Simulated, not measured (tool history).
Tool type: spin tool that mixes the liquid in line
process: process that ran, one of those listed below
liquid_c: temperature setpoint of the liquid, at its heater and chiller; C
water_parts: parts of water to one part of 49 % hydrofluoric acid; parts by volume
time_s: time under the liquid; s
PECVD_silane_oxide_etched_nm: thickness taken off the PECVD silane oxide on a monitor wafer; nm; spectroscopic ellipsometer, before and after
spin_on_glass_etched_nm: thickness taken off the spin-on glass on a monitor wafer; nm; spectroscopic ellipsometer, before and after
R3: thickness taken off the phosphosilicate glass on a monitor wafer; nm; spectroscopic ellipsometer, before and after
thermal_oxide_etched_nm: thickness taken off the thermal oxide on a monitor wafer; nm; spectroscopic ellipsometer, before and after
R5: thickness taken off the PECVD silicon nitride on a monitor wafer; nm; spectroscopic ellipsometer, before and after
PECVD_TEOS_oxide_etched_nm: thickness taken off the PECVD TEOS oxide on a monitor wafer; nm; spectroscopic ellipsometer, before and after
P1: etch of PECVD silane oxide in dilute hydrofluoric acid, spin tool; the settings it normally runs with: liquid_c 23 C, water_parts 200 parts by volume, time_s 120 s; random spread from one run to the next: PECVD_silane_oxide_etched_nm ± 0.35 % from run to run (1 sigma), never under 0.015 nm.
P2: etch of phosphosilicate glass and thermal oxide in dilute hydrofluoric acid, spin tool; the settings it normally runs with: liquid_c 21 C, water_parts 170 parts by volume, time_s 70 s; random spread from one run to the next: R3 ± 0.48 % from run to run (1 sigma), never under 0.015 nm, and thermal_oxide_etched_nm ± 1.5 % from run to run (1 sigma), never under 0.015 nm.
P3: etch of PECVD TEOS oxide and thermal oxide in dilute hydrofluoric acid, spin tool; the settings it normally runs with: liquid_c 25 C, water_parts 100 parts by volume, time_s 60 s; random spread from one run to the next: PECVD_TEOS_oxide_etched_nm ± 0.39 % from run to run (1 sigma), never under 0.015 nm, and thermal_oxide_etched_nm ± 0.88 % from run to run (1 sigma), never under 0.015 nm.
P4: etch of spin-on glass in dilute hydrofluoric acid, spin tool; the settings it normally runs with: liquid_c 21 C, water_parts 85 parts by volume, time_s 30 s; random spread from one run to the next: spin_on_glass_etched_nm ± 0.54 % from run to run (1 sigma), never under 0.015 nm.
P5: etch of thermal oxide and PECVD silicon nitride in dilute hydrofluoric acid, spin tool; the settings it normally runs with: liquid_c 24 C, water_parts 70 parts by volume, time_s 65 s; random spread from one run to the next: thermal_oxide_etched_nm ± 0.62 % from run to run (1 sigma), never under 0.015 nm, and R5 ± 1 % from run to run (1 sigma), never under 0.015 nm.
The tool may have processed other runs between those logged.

run 1 hour=7.4 | process=P1 liquid_c=23 water_parts=200 time_s=120 | PECVD_silane_oxide_etched_nm=8.6176
run 2 hour=14.9 | process=P4 liquid_c=21 water_parts=85 time_s=15 | spin_on_glass_etched_nm=8.6654
run 3 hour=20.1 | process=P2 liquid_c=17 water_parts=170 time_s=70 | R3=23.708 thermal_oxide_etched_nm=1.4018
run 4 hour=23.4 | process=P1 liquid_c=23 water_parts=200 time_s=230 | PECVD_silane_oxide_etched_nm=16.576
run 5 hour=29.2 | process=P5 liquid_c=24 water_parts=70 time_s=65 | thermal_oxide_etched_nm=4.2411 R5=2.0922
-- hour=31.4 thermometer replaced
run 6 hour=33.8 | process=P3 liquid_c=25 water_parts=100 time_s=115 | thermal_oxide_etched_nm=5.7523 PECVD_TEOS_oxide_etched_nm=15.328
run 7 hour=40.4 | process=P1 liquid_c=17 water_parts=200 time_s=120 | PECVD_silane_oxide_etched_nm=6.889
run 8 hour=46.6 | process=P1 liquid_c=23 water_parts=200 time_s=120 | PECVD_silane_oxide_etched_nm=8.6337
run 9 hour=52.2 | process=P4 liquid_c=21 water_parts=150 time_s=30 | spin_on_glass_etched_nm=9.1356
run 10 hour=56.5 | process=P1 liquid_c=23 water_parts=295 time_s=120 | PECVD_silane_oxide_etched_nm=5.3434
run 11 hour=61 | process=P1 liquid_c=23 water_parts=125 time_s=120 | PECVD_silane_oxide_etched_nm=15.099
run 12 hour=67.7 | process=P3 liquid_c=25 water_parts=100 time_s=60 | thermal_oxide_etched_nm=2.8959 PECVD_TEOS_oxide_etched_nm=8.0282
run 13 hour=72.4 | process=P1 liquid_c=23 water_parts=200 time_s=120 | PECVD_silane_oxide_etched_nm=8.6691
run 14 hour=79.8 | process=P4 liquid_c=21 water_parts=85 time_s=30 | spin_on_glass_etched_nm=17.317
run 15 hour=85.9 | process=P3 liquid_c=32.5 water_parts=100 time_s=60 | thermal_oxide_etched_nm=3.9029 PECVD_TEOS_oxide_etched_nm=10.728
run 16 hour=91.8 | process=P2 liquid_c=21 water_parts=170 time_s=15 | R3=5.9287 thermal_oxide_etched_nm=0.33654
run 17 hour=97.8 | process=P4 liquid_c=21 water_parts=85 time_s=30 | spin_on_glass_etched_nm=17.169
run 18 hour=102.3 | process=P1 liquid_c=23 water_parts=200 time_s=120 | PECVD_silane_oxide_etched_nm=8.5823
run 19 hour=108.6 | process=P2 liquid_c=21 water_parts=170 time_s=70 | R3=27.704 thermal_oxide_etched_nm=1.626
run 20 hour=114.9 | process=P2 liquid_c=21 water_parts=170 time_s=70 | R3=27.711 thermal_oxide_etched_nm=1.7254
run 21 hour=122.2 | process=P1 liquid_c=23 water_parts=200 time_s=30 | PECVD_silane_oxide_etched_nm=2.1492
run 22 hour=127 | process=P1 liquid_c=23 water_parts=200 time_s=120 | PECVD_silane_oxide_etched_nm=8.641
run 23 hour=134.2 | process=P5 liquid_c=32 water_parts=70 time_s=65 | thermal_oxide_etched_nm=5.8798 R5=3.4912
run 24 hour=140.7 | process=P1 liquid_c=23 water_parts=70 time_s=50 | PECVD_silane_oxide_etched_nm=11.924
-- hour=145.2 hydrofluoric acid flow meter replaced
run 25 hour=145.3 | process=P2 liquid_c=21 water_parts=305 time_s=70 | R3=13.586 thermal_oxide_etched_nm=0.8094
run 26 hour=149.5 | process=P1 liquid_c=23 water_parts=355 time_s=170 | PECVD_silane_oxide_etched_nm=5.925
run 27 hour=156.3 | process=P1 liquid_c=23 water_parts=200 time_s=120 | PECVD_silane_oxide_etched_nm=8.6493
run 28 hour=162.5 | process=P5 liquid_c=24 water_parts=20 time_s=65 | thermal_oxide_etched_nm=16.092 R5=6.9714
run 29 hour=168.9 | process=P1 liquid_c=23 water_parts=200 time_s=120 | PECVD_silane_oxide_etched_nm=8.6541
run 30 hour=175 | process=P3 liquid_c=25 water_parts=100 time_s=60 | thermal_oxide_etched_nm=2.9332 PECVD_TEOS_oxide_etched_nm=8.0273
run 31 hour=179.3 | process=P1 liquid_c=28.5 water_parts=200 time_s=120 | PECVD_silane_oxide_etched_nm=10.543
run 32 hour=182.7 | process=P4 liquid_c=17 water_parts=85 time_s=30 | spin_on_glass_etched_nm=14.676
run 33 hour=186.6 | process=P5 liquid_c=24 water_parts=70 time_s=65 | thermal_oxide_etched_nm=4.2623 R5=2.1506
run 34 hour=192.5 | process=P3 liquid_c=25 water_parts=165 time_s=60 | thermal_oxide_etched_nm=1.6418 PECVD_TEOS_oxide_etched_nm=4.4749
run 35 hour=198.6 | process=P5 liquid_c=24 water_parts=70 time_s=15 | thermal_oxide_etched_nm=0.99139 R5=0.45052
run 36 hour=205.4 | process=P1 liquid_c=23 water_parts=200 time_s=120 | PECVD_silane_oxide_etched_nm=8.6577
run 37 hour=210.8 | process=P1 liquid_c=23 water_parts=200 time_s=120 | PECVD_silane_oxide_etched_nm=8.9761
run 38 hour=214.1 | process=P1 liquid_c=23 water_parts=200 time_s=120 | PECVD_silane_oxide_etched_nm=9.0951
run 39 hour=219 | process=P1 liquid_c=23 water_parts=200 time_s=120 | PECVD_silane_oxide_etched_nm=9.1104
run 40 hour=225 | process=P1 liquid_c=23 water_parts=200 time_s=120 | PECVD_silane_oxide_etched_nm=9.2566
run 41 hour=231.8 | process=P1 liquid_c=23 water_parts=200 time_s=120 | PECVD_silane_oxide_etched_nm=9.3276
run 42 hour=235.2 | process=P1 liquid_c=23 water_parts=200 time_s=120 | PECVD_silane_oxide_etched_nm=9.3583
run 43 hour=238.4 | process=P1 liquid_c=23 water_parts=200 time_s=120 | PECVD_silane_oxide_etched_nm=9.3344
run 44 hour=245.7 | process=P1 liquid_c=23 water_parts=200 time_s=120 | PECVD_silane_oxide_etched_nm=9.3852

Something has made what P1 gives creep away from where it was; the 2 causes below, each at its own stated size, fit the log equally well:
A: hydrofluoric acid flow above the setpoint (%) = 6.96
B: liquid hotter than its thermometer reads (K) = 2.2
Creep in the process output first set in at about hour 205.4.

Listed below are the offered check runs, one wafer per run, with question marks in place of results. For which of them would the causes give clearly different outcomes?
run check 1 hour=253 | process=P3 liquid_c=25 water_parts=135 time_s=110 | thermal_oxide_etched_nm=? PECVD_TEOS_oxide_etched_nm=?
run check 2 hour=253 | process=P2 liquid_c=21 water_parts=300 time_s=70 | R3=? thermal_oxide_etched_nm=?
run check 3 hour=253 | process=P4 liquid_c=21 water_parts=140 time_s=30 | spin_on_glass_etched_nm=?
run check 4 hour=253 | process=P5 liquid_c=30.5 water_parts=35 time_s=65 | thermal_oxide_etched_nm=? R5=?

Predicted outcomes, by check and by cause:
check=check_1 result=thermal_oxide_etched_nm if_A=4.1534 if_B=4.1761
check=check_1 result=PECVD_TEOS_oxide_etched_nm if_A=11.29 if_B=11.352
check=check_2 result=R3 if_A=15.053 if_B=14.948
check=check_2 result=thermal_oxide_etched_nm if_A=0.91136 if_B=0.90501
check=check_3 result=spin_on_glass_etched_nm if_A=10.673 if_B=10.771
check=check_4 result=thermal_oxide_etched_nm if_A=12.581 if_B=12.778
check=check_4 result=R5 if_A=6.7853 if_B=7.3183
How far apart the two closest causes lie, in the result that separates them most: check 1 0.55 %; check 2 0.7 %; check 3 0.91 %; check 4 7.56 %
The causes can be told apart only by check 4. The other checks would give nearly the same results under each of them.

Check 4 was carried out, with these results: thermal_oxide_etched_nm 12.754 nm; R5 7.3908 nm. Which of the listed causes is responsible?

It is B: liquid hotter than its thermometer reads (K).
